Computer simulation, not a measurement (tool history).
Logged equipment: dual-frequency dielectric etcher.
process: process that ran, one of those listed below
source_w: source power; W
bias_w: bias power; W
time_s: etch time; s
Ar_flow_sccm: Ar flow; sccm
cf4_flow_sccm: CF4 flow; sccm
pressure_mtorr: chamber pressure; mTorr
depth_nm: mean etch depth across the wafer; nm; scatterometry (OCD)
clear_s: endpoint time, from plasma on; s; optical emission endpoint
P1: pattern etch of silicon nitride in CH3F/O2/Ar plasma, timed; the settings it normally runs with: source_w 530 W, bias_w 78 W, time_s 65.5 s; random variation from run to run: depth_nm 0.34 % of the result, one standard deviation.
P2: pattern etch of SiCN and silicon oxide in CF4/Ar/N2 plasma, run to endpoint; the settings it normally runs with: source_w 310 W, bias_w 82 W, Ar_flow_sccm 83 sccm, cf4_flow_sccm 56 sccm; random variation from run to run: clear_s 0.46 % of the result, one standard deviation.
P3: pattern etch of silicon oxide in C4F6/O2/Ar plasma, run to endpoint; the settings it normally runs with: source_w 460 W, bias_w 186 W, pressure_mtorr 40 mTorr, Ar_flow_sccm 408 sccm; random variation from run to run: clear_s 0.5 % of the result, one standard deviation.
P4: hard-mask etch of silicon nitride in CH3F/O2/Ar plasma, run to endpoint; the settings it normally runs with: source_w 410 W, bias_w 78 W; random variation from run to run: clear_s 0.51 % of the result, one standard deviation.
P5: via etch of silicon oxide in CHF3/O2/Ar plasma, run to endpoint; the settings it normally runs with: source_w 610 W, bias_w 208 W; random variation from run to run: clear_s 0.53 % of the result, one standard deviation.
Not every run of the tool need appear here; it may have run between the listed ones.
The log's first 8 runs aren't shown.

run,hour,process,source_w,bias_w,time_s,Ar_flow_sccm,cf4_flow_sccm,pressure_mtorr,depth_nm,clear_s
9,34.3,P1,530,78,65.5,,,,51.768,
10,38.0,P5,790,208,,,,,,295.190
11,41.0,P2,310,82,,54,56,,,23.016
12,45.0,P1,530,61,65.5,,,,47.487,
13,48.6,P4,580,78,,,,,,35.231
14,53.6,P3,460,186,,408,,40,,12.567
15,57.9,P3,460,186,,408,,40,,12.594
16,60.8,P1,530,78,84.5,,,,66.821,
17,65.5,P3,460,234,,408,,40,,11.704
18,68.1,P1,530,78,43.0,,,,34.073,
19,72.2,P1,750,78,65.5,,,,59.206,
20,76.3,P1,530,78,65.5,,,,51.728,
21,78.5,P2,310,108,,83,56,,,22.039
22,81.9,P4,410,97,,,,,,37.745
23,86.8,P2,310,82,,83,56,,,24.301

The next listed run, before its measurement:
24,90.5,P2,210,82,,83,56,,,?

{"run 24": {"clear_s": 33.945}}

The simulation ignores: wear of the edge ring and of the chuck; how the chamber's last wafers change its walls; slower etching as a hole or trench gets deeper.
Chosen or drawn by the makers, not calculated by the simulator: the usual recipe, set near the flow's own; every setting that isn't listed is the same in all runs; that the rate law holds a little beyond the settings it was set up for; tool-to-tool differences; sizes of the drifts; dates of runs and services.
